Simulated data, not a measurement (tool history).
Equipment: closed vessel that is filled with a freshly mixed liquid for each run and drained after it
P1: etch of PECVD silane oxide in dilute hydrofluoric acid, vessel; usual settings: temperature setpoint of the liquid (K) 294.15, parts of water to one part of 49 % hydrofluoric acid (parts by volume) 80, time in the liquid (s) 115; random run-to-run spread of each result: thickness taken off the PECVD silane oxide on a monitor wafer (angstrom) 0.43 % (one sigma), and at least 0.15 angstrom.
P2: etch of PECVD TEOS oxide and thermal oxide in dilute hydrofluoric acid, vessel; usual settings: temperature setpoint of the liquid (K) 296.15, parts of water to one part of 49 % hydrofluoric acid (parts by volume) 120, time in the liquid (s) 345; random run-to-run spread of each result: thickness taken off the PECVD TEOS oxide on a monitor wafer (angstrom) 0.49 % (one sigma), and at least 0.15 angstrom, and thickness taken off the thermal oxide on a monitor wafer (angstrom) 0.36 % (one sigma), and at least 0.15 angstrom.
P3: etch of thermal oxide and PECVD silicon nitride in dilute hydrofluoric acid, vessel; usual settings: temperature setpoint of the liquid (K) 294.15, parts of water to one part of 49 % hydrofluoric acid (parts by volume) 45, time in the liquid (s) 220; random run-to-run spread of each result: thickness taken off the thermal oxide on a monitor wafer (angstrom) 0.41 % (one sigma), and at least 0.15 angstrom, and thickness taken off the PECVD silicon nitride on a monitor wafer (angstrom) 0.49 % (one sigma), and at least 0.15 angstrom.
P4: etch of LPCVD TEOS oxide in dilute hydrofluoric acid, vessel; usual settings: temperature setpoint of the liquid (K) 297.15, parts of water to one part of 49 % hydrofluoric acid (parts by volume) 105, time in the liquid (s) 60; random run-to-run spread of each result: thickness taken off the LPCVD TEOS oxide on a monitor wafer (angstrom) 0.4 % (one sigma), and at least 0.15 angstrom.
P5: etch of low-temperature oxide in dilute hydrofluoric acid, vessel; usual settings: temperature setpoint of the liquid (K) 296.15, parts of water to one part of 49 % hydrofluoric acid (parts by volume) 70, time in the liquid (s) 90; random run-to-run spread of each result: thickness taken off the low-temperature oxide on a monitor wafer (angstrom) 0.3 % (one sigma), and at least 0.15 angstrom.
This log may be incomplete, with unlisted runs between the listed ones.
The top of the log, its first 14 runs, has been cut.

| run | day | process that ran | temperature setpoint of the liquid (K) | parts of water to one part of 49 % hydrofluoric acid (parts by volume) | time in the liquid (s) | thickness taken off the PECVD silane oxide on a monitor wafer (angstrom) | thickness taken off the low-temperature oxide on a monitor wafer (angstrom) | thickness taken off the LPCVD TEOS oxide on a monitor wafer (angstrom) | thickness taken off the thermal oxide on a monitor wafer (angstrom) | thickness taken off the PECVD silicon nitride on a monitor wafer (angstrom) | thickness taken off the PECVD TEOS oxide on a monitor wafer (angstrom) |
|---|---|---|---|---|---|---|---|---|---|---|---|
| 15 | 2.629 | P2 | 296.15 | 50 | 345 |  |  |  | 309.65 |  | 1107.7 |
| 16 | 2.858 | P5 | 296.15 | 70 | 90 |  | 326.03 |  |  |  |  |
| 17 | 3.083 | P2 | 296.15 | 120 | 345 |  |  |  | 119.18 |  | 424.09 |
| 18 | 3.217 | P1 | 290.15 | 80 | 115 | 189.44 |  |  |  |  |  |
| 19 | 3.408 | P3 | 290.15 | 45 | 220 |  |  |  | 184.52 | 170.55 |  |
| 20 | 3.596 | P3 | 294.15 | 45 | 420 |  |  |  | 414.2 | 431.38 |  |
| 21 | 3.829 | P5 | 296.15 | 105 | 90 |  | 208.85 |  |  |  |  |
| 22 | 3.967 | P4 | 297.15 | 45 | 60 |  |  | 381.35 |  |  |  |
| 23 | 4.146 | P1 | 294.15 | 80 | 115 | 224.21 |  |  |  |  |  |
| 24 | 4.346 | P2 | 296.15 | 120 | 495 |  |  |  | 170.87 |  | 605.83 |
| 25 | 4.538 | P2 | 304.15 | 120 | 345 |  |  |  | 160.02 |  | 571.39 |
| 26 | 4.725 | P3 | 294.15 | 45 | 220 |  |  |  | 215.7 | 226.37 |  |
| 27 | 4.933 | P1 | 294.15 | 80 | 115 | 224.63 |  |  |  |  |  |
| 28 | 5.046 | P1 | 294.15 | 80 | 30 | 58.598 |  |  |  |  |  |
| 29 | 5.162 | P1 | 294.15 | 20 | 215 | 1797.6 |  |  |  |  |  |
| 30 | 5.304 | P1 | 294.15 | 80 | 115 | 224.67 |  |  |  |  |  |

The next listed run, before its measurement:
| 31 | 5.525 | P1 | 294.15 | 80 | 115 | ? |  |  |  |  |  |

thickness taken off the PECVD silane oxide on a monitor wafer (angstrom): 228.46
